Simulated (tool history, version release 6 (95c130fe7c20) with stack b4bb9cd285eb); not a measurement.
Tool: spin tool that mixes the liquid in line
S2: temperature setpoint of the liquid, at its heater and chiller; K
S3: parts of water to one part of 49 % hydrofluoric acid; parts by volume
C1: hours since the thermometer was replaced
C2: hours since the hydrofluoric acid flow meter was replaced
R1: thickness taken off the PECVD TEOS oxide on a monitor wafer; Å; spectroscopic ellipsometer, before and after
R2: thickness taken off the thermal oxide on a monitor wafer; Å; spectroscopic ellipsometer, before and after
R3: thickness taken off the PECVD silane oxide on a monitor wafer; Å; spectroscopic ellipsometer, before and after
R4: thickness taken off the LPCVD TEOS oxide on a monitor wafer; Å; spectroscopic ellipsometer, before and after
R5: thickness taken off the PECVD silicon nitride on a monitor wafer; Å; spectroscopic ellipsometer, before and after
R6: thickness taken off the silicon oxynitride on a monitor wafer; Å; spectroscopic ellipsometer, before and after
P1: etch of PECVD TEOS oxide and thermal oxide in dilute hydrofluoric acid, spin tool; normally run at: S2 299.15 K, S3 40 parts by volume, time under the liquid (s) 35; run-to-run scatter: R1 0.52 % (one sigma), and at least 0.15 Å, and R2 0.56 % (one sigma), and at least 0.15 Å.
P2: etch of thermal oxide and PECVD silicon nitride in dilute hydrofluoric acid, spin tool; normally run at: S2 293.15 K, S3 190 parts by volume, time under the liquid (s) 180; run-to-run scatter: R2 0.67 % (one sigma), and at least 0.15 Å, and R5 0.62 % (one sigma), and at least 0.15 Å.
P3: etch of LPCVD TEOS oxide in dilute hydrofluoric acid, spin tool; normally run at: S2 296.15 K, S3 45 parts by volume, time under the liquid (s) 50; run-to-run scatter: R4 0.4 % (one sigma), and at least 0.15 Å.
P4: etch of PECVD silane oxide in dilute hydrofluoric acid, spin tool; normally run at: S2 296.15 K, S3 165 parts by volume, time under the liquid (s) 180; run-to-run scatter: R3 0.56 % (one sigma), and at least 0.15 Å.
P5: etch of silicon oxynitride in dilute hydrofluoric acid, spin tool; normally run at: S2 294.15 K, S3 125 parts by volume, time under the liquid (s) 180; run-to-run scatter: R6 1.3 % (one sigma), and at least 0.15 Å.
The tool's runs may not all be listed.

run 1 hour=2.3 | process_that_ran=P1 S2=299.15 S3=40 time_under_the_liquid_(s)=35 | C1=1663.8 C2=441.1 | R1=137.350 R2=46.601
run 2 hour=4.5 | process_that_ran=P4 S2=296.15 S3=55 time_under_the_liquid_(s)=180 | C1=1666.0 C2=443.3 | R3=913.68
run 3 hour=7.6 | process_that_ran=P1 S2=299.15 S3=20 time_under_the_liquid_(s)=35 | C1=1669.1 C2=446.4 | R1=285.290 R2=96.418
run 4 hour=11.4 | process_that_ran=P1 S2=292.65 S3=65 time_under_the_liquid_(s)=35 | C1=1672.9 C2=450.2 | R1=62.479 R2=21.011
run 5 hour=14.3 | process_that_ran=P4 S2=296.15 S3=165 time_under_the_liquid_(s)=180 | C1=1675.8 C2=453.1 | R3=266.24
run 6 hour=17.6 | process_that_ran=P3 S2=296.15 S3=45 time_under_the_liquid_(s)=50 | C1=1679.1 C2=456.4 | R4=422.31
run 7 hour=21.4 | process_that_ran=P3 S2=296.15 S3=45 time_under_the_liquid_(s)=50 | C1=1682.9 C2=460.2 | R4=422.98
run 8 hour=24.3 | process_that_ran=P1 S2=299.15 S3=40 time_under_the_liquid_(s)=35 | C1=1685.8 C2=463.1 | R1=137.900 R2=46.979
run 9 hour=28.6 | process_that_ran=P1 S2=304.65 S3=40 time_under_the_liquid_(s)=35 | C1=1690.1 C2=467.4 | R1=174.100 R2=58.524
run 10 hour=32.9 | process_that_ran=P2 S2=293.15 S3=190 time_under_the_liquid_(s)=365 | C1=1694.4 C2=471.7 | R2=71.730 R5=86.403
run 11 hour=37.0 | process_that_ran=P3 S2=303.65 S3=45 time_under_the_liquid_(s)=50 | C1=1698.5 C2=475.8 | R4=567.89
run 12 hour=41.0 | process_that_ran=P1 S2=299.15 S3=40 time_under_the_liquid_(s)=35 | C1=1702.5 C2=479.8 | R1=137.880 R2=46.902
run 13 hour=44.0 | process_that_ran=P1 S2=292.15 S3=20 time_under_the_liquid_(s)=35 | C1=1705.5 C2=482.8 | R1=212.600 R2=70.713
run 14 hour=48.1 | process_that_ran=P4 S2=290.15 S3=165 time_under_the_liquid_(s)=180 | C1=1709.6 C2=486.9 | R3=209.86
run 15 hour=50.8 | process_that_ran=P1 S2=299.15 S3=40 time_under_the_liquid_(s)=15 | C1=1712.3 C2=489.6 | R1=59.417 R2=20.246
run 16 hour=52.9 | process_that_ran=P2 S2=293.15 S3=190 time_under_the_liquid_(s)=180 | C1=1714.4 C2=491.7 | R2=35.432 R5=43.200
run 17 hour=55.5 | process_that_ran=P1 S2=305.15 S3=40 time_under_the_liquid_(s)=50 | C1=1717.0 C2=494.3 | R1=250.330 R2=84.972
run 18 hour=59.9 | process_that_ran=P1 S2=299.15 S3=40 time_under_the_liquid_(s)=35 | C1=1721.4 C2=498.7 | R1=137.870 R2=46.968
run 19 hour=61.9 | process_that_ran=P5 S2=294.15 S3=125 time_under_the_liquid_(s)=15 | C1=1723.4 C2=500.7 | R6=1.5318
run 20 hour=65.3 | process_that_ran=P5 S2=294.15 S3=125 time_under_the_liquid_(s)=180 | C1=1726.8 C2=504.1 | R6=16.9730
run 21 hour=67.3 | process_that_ran=P2 S2=299.65 S3=190 time_under_the_liquid_(s)=180 | C1=1728.8 C2=506.1 | R2=46.147 R5=65.255
run 22 hour=70.5 | process_that_ran=P3 S2=296.15 S3=45 time_under_the_liquid_(s)=20 | C1=1732.0 C2=509.3 | R4=168.18
run 23 hour=72.6 | process_that_ran=P4 S2=296.15 S3=165 time_under_the_liquid_(s)=270 | C1=1734.1 C2=511.4 | R3=399.73
run 24 hour=75.3 | process_that_ran=P1 S2=295.15 S3=40 time_under_the_liquid_(s)=35 | C1=1736.8 C2=514.1 | R1=117.210 R2=40.054
run 25 hour=79.1 | process_that_ran=P5 S2=298.15 S3=125 time_under_the_liquid_(s)=180 | C1=1740.6 C2=517.9 | R6=21.1820
run 26 hour=81.1 | process_that_ran=P5 S2=294.15 S3=125 time_under_the_liquid_(s)=180 | C1=1742.6 C2=519.9 | R6=17.2200
run 27 hour=84.8 | process_that_ran=P3 S2=296.15 S3=70 time_under_the_liquid_(s)=50 | C1=1746.3 C2=523.6 | R4=262.22
run 28 hour=88.0 | process_that_ran=P1 S2=299.15 S3=40 time_under_the_liquid_(s)=60 | C1=1749.5 C2=526.8 | R1=239.120 R2=80.825
run 29 hour=91.6 | process_that_ran=P1 S2=299.15 S3=55 time_under_the_liquid_(s)=35 | C1=1753.1 C2=530.4 | R1=98.560 R2=33.515
run 30 hour=94.6 | process_that_ran=P2 S2=293.15 S3=275 time_under_the_liquid_(s)=180 | C1=1756.1 C2=533.4 | R2=22.623 R5=30.178
run 31 hour=97.1 | process_that_ran=P5 S2=294.15 S3=65 time_under_the_liquid_(s)=180 | C1=1758.6 C2=535.9 | R6=35.3600
run 32 hour=101.1 | process_that_ran=P1 S2=299.15 S3=40 time_under_the_liquid_(s)=35 | C1=1762.6 C2=539.9 | R1=138.680 R2=46.660
run 33 hour=105.3 | process_that_ran=P1 S2=299.15 S3=40 time_under_the_liquid_(s)=35 | C1=1766.8 C2=544.1 | R1=141.700 R2=47.753
run 34 hour=108.0 | process_that_ran=P1 S2=299.15 S3=40 time_under_the_liquid_(s)=35 | C1=1769.5 C2=546.8 | R1=144.150 R2=48.511
run 35 hour=110.4 | process_that_ran=P1 S2=299.15 S3=40 time_under_the_liquid_(s)=35 | C1=1771.9 C2=549.2 | R1=145.330 R2=49.150
run 36 hour=114.3 | process_that_ran=P1 S2=299.15 S3=40 time_under_the_liquid_(s)=35 | C1=1775.8 C2=553.1 | R1=145.390 R2=48.934
run 37 hour=117.2 | process_that_ran=P1 S2=299.15 S3=40 time_under_the_liquid_(s)=35 | C1=1778.7 C2=556.0 | R1=145.550 R2=49.318
run 38 hour=119.7 | process_that_ran=P1 S2=299.15 S3=40 time_under_the_liquid_(s)=35 | C1=1781.2 C2=558.5 | R1=146.390 R2=50.062
run 39 hour=122.1 | process_that_ran=P1 S2=299.15 S3=40 time_under_the_liquid_(s)=35 | C1=1783.6 C2=560.9 | R1=147.510 R2=49.498
run 40 hour=126.0 | process_that_ran=P1 S2=299.15 S3=40 time_under_the_liquid_(s)=35 | C1=1787.5 C2=564.8 | R1=146.150 R2=48.944
run 41 hour=129.1 | process_that_ran=P1 S2=299.15 S3=40 time_under_the_liquid_(s)=35 | C1=1790.6 C2=567.9 | R1=147.250 R2=49.019
run 42 hour=132.9 | process_that_ran=P1 S2=299.15 S3=40 time_under_the_liquid_(s)=35 | C1=1794.4 C2=571.7 | R1=147.630 R2=49.909
run 43 hour=136.7 | process_that_ran=P1 S2=299.15 S3=40 time_under_the_liquid_(s)=35 | C1=1798.2 C2=575.5 | R1=147.590 R2=49.154

What P1 gives has crept away from where it was. These 2 causes fit the log equally well, each at the size given:
A: hydrofluoric acid flow above the setpoint (%) = 6
B: liquid hotter than its thermometer reads (K) = 1.52
The creep began at about hour 101.1.

4 check runs are offered, each on 2 wafers whose results are averaged, their results left as question marks. Which one tells the causes apart?
run check 1 hour=140.5 | process_that_ran=P5 S2=297.65 S3=75 time_under_the_liquid_(s)=180 | R6=?
run check 2 hour=140.5 | process_that_ran=P4 S2=290.15 S3=120 time_under_the_liquid_(s)=180 | R3=?
run check 3 hour=140.5 | process_that_ran=P3 S2=303.15 S3=45 time_under_the_liquid_(s)=50 | R4=?
run check 4 hour=140.5 | process_that_ran=P2 S2=296.15 S3=190 time_under_the_liquid_(s)=285 | R2=? R5=?

What each check would give under each cause:
check=check_1 result=R6 if_A=38.7070 if_B=39.1040
check=check_2 result=R3 if_A=322.65 if_B=321.94
check=check_3 result=R4 if_A=595.57 if_B=593.96
check=check_4 result=R2 if_A=67.362 if_B=66.489
check=check_4 result=R5 if_A=87.934 if_B=91.461
How far apart the two closest causes lie, in the result that separates them most: check 1 1.02 %; check 2 0.22 %; check 3 0.27 %; check 4 3.93 %
Check 4 tells the causes apart: in the others they would give nearly the same result.

Check 4 was then run and gave: R2 67.226 Å; R5 88.334 Å. Which cause is it?

It is A: hydrofluoric acid flow above the setpoint (%).
